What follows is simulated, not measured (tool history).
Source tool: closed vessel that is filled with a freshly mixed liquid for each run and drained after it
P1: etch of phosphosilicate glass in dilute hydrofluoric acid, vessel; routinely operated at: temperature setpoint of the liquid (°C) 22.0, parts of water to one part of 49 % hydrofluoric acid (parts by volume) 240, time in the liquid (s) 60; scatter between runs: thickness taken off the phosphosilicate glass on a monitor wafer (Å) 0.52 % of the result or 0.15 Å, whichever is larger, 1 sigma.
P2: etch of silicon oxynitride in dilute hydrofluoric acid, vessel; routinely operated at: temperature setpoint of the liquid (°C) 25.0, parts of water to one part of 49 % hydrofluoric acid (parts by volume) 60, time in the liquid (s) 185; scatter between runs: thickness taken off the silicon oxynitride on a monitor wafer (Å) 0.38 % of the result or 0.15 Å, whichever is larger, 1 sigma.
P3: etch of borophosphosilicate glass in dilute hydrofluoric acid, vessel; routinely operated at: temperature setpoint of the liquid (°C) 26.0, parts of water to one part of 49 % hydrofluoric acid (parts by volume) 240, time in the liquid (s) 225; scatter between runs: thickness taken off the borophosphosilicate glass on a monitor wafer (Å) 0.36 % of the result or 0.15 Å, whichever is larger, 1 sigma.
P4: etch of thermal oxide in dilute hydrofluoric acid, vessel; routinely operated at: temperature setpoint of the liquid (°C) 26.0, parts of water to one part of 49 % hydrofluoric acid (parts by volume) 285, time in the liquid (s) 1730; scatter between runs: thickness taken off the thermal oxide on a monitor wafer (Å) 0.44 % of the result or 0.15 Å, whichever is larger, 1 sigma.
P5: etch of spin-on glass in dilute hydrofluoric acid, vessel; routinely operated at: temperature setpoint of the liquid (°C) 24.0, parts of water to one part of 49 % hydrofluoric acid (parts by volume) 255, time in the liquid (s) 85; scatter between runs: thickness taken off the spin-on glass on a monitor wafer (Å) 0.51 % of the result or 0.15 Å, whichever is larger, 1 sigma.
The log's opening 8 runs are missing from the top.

run   hour  process that ran  temperature setpoint of the liquid (°C)  parts of water to one part of 49 % hydrofluoric acid (parts by volume)  time in the liquid (s)  hours since the thermometer was replaced  hours since the hydrofluoric acid flow meter was replaced  thickness taken off the phosphosilicate glass on a monitor wafer (Å)  thickness taken off the spin-on glass on a monitor wafer (Å)  thickness taken off the borophosphosilicate glass on a monitor wafer (Å)  thickness taken off the thermal oxide on a monitor wafer (Å)  thickness taken off the silicon oxynitride on a monitor wafer (Å)
  9   62.1                P4                                     26.0                                                                     285                     970                                      22.4                                                      373.2                                                                                                                                                                                                                                                                      142.79
 10   69.3                P3                                     26.0                                                                     240                     225                                      29.6                                                      380.4                                                                                                                                                                                                        546.20
 11   74.0                P4                                     26.0                                                                     285                    1730                                      34.3                                                      385.1                                                                                                                                                                                                                                                                      255.83
 12   79.9                P1                                     17.0                                                                     155                      60                                      40.2                                                      391.0                                                               203.710
 13   86.1                P2                                     25.0                                                                      85                     185                                      46.4                                                      397.2                                                                                                                                                                                                                                                                                                                                         63.473
 14   91.0                P1                                     22.0                                                                     240                      60                                      51.3                                                      402.1                                                               147.130
      94.3  -- hydrofluoric acid flow meter replaced
 15   96.8                P1                                     22.0                                                                     240                      60                                      57.1                                                        2.6                                                               147.410
 16  105.9                P1                                     22.0                                                                     240                     115                                      66.2                                                       11.7                                                               280.100
 17  112.1                P4                                     26.0                                                                     515                    1730                                      72.4                                                       17.9                                                                                                                                                                                                                                                                      113.33
 18  117.9                P2                                     25.0                                                                      60                     185                                      78.2                                                       23.7                                                                                                                                                                                                                                                                                                                                         92.762
 19  122.7                P1                                     22.0                                                                     240                      60                                      83.0                                                       28.5                                                               147.040
 20  127.0                P1                                     26.0                                                                     240                      60                                      87.3                                                       32.8                                                               169.530
 21  134.2                P5                                     32.5                                                                     255                      85                                      94.5                                                       40.0                                                                                                                             128.550
 22  141.8                P3                                     26.0                                                                     240                     420                                     102.1                                                       47.6                                                                                                                                                                                                       1015.80
 23  150.4                P2                                     19.5                                                                      60                     185                                     110.7                                                       56.2                                                                                                                                                                                                                                                                                                                                         70.231
 24  157.3                P5                                     24.0                                                                     255                      85                                     117.6                                                       63.1                                                                                                                              97.514
 25  162.1                P3                                     26.0                                                                     240                     225                                     122.4                                                       67.9                                                                                                                                                                                                        546.85
 26  169.0                P1                                     22.0                                                                      75                      60                                     129.3                                                       74.8                                                               556.970
 27  174.9                P5                                     24.0                                                                      75                      85                                     135.2                                                       80.7                                                                                                                             401.000
 28  182.1                P1                                     22.0                                                                     240                      60                                     142.4                                                       87.9                                                               148.210
 29  187.4                P1                                     22.0                                                                     420                      60                                     147.7                                                       93.2                                                                71.679
 30  193.3                P2                                     25.0                                                                      60                     365                                     153.6                                                       99.1                                                                                                                                                                                                                                                                                                                                        183.120
 31  198.3                P3                                     18.5                                                                     240                     225                                     158.6                                                      104.1                                                                                                                                                                                                        415.23
 32  206.1                P1                                     22.0                                                                     240                      60                                     166.4                                                      111.9                                                               146.320

Run 33 comes next. What will it give?
 33  213.2                P1                                     22.0                                                                     240                      60                                     173.5                                                      119.0                                                                     ?

{"run 33": {"thickness taken off the phosphosilicate glass on a monitor wafer (Å)": 143.27}}
